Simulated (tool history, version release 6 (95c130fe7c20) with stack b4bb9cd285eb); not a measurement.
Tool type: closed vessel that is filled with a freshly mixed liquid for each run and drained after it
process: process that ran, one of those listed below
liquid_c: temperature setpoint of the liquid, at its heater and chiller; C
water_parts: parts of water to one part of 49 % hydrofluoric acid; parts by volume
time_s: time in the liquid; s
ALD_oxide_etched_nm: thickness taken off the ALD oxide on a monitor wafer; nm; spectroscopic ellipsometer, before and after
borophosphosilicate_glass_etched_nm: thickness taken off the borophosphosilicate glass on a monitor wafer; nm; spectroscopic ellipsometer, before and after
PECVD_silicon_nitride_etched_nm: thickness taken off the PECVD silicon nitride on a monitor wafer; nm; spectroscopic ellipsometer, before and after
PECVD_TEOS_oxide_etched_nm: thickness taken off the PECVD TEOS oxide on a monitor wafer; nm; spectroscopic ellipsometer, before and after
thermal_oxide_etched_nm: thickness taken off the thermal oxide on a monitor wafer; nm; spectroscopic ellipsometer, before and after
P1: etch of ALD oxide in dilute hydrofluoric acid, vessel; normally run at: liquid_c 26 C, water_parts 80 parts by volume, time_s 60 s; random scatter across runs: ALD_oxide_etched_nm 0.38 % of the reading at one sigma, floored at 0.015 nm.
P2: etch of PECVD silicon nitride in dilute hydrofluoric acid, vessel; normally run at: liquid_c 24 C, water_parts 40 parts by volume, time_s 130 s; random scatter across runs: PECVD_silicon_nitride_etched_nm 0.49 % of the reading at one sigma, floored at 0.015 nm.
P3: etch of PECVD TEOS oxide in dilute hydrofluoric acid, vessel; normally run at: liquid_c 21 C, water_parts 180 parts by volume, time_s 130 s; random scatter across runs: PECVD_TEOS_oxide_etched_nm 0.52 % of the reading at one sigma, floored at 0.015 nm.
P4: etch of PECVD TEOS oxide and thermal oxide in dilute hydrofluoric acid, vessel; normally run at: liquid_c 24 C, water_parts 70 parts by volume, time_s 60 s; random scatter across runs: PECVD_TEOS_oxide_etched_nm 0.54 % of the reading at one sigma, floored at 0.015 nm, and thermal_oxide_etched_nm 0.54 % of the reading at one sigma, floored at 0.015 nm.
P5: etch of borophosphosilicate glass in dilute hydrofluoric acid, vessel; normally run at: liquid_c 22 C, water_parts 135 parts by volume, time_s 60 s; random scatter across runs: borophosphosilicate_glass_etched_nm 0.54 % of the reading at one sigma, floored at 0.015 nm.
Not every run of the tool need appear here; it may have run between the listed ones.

run,hour,process,liquid_c,water_parts,time_s,hours since the thermometer was replaced,hours since the hydrofluoric acid flow meter was replaced,ALD_oxide_etched_nm,borophosphosilicate_glass_etched_nm,PECVD_silicon_nitride_etched_nm,PECVD_TEOS_oxide_etched_nm,thermal_oxide_etched_nm
1,3.2,P1,26,80,60,711.9,197,26.031,,,,
2,6.3,P5,22,135,60,715,200.1,,28.974,,,
3,8.6,P5,22,135,95,717.3,202.4,,45.766,,,
4,13.2,P2,17,40,130,721.9,207,,,6.0039,,
5,15.8,P3,21,285,130,724.5,209.6,,,,3.6498,
6,18.2,P3,17,180,130,726.9,212,,,,5.4353,
7,21.9,P2,24,40,130,730.6,215.7,,,9.7912,,
8,24.3,P1,26,80,60,733,218.1,26.098,,,,
9,28.1,P5,22,185,60,736.8,221.9,,19.871,,,
10,32.8,P1,26,80,60,741.5,226.6,26.117,,,,
11,37.3,P1,26,80,60,746,231.1,26.344,,,,
12,41.1,P1,31.5,80,60,749.8,234.9,32.335,,,,
13,43.5,P1,26,80,60,752.2,237.3,26.025,,,,
14,47.7,P1,26,140,30,756.4,241.5,6.9298,,,,
15,51.3,P1,26,50,60,760,245.1,43.734,,,,
# hour 53.2: thermometer replaced
16,55.7,P1,26,80,120,2.5,249.5,52.447,,,,
17,59.3,P4,24,40,60,6.1,253.1,,,,13.476,7.9194
18,62.3,P3,21,180,200,9.1,256.1,,,,9.8268,
19,64.7,P3,21,180,130,11.5,258.5,,,,6.4137,
20,67.7,P1,21.5,80,60,14.5,261.5,21.981,,,,
21,72.4,P1,26,145,95,19.2,266.2,21.06,,,,
22,77,P1,26,80,60,23.8,270.8,26.229,,,,
23,79.5,P2,24,40,30,26.3,273.3,,,2.2758,,
24,82.6,P2,24,60,130,29.4,276.4,,,6.5775,,
25,86.6,P1,26,140,60,33.4,280.4,13.781,,,,
26,89.9,P4,24,70,30,36.7,283.7,,,,3.745,2.1937
27,94.7,P4,20,70,60,41.5,288.5,,,,6.2092,3.6744
28,98.6,P5,22,135,60,45.4,292.4,,28.662,,,
29,101,P1,26,80,30,47.8,294.8,13.057,,,,
30,103.2,P5,30,135,60,50,297,,38.808,,,
31,106.1,P2,24,40,130,52.9,299.9,,,9.792,,
32,109.9,P1,18.5,35,60,56.7,303.7,46.174,,,,
33,112.2,P4,24,70,60,59,306,,,,7.3981,4.3802
34,115.5,P1,26,80,60,62.3,309.3,26.161,,,,
35,118.4,P1,26,80,60,65.2,312.2,26.657,,,,
36,121,P1,26,80,60,67.8,314.8,26.952,,,,
37,124,P1,26,80,60,70.8,317.8,26.97,,,,
38,128.6,P1,26,80,60,75.4,322.4,27.291,,,,

The next listed run, before its measurement:
39,131.8,P1,26,80,60,78.6,325.6,?,,,,

{"run 39": {"ALD_oxide_etched_nm": 27.472}}

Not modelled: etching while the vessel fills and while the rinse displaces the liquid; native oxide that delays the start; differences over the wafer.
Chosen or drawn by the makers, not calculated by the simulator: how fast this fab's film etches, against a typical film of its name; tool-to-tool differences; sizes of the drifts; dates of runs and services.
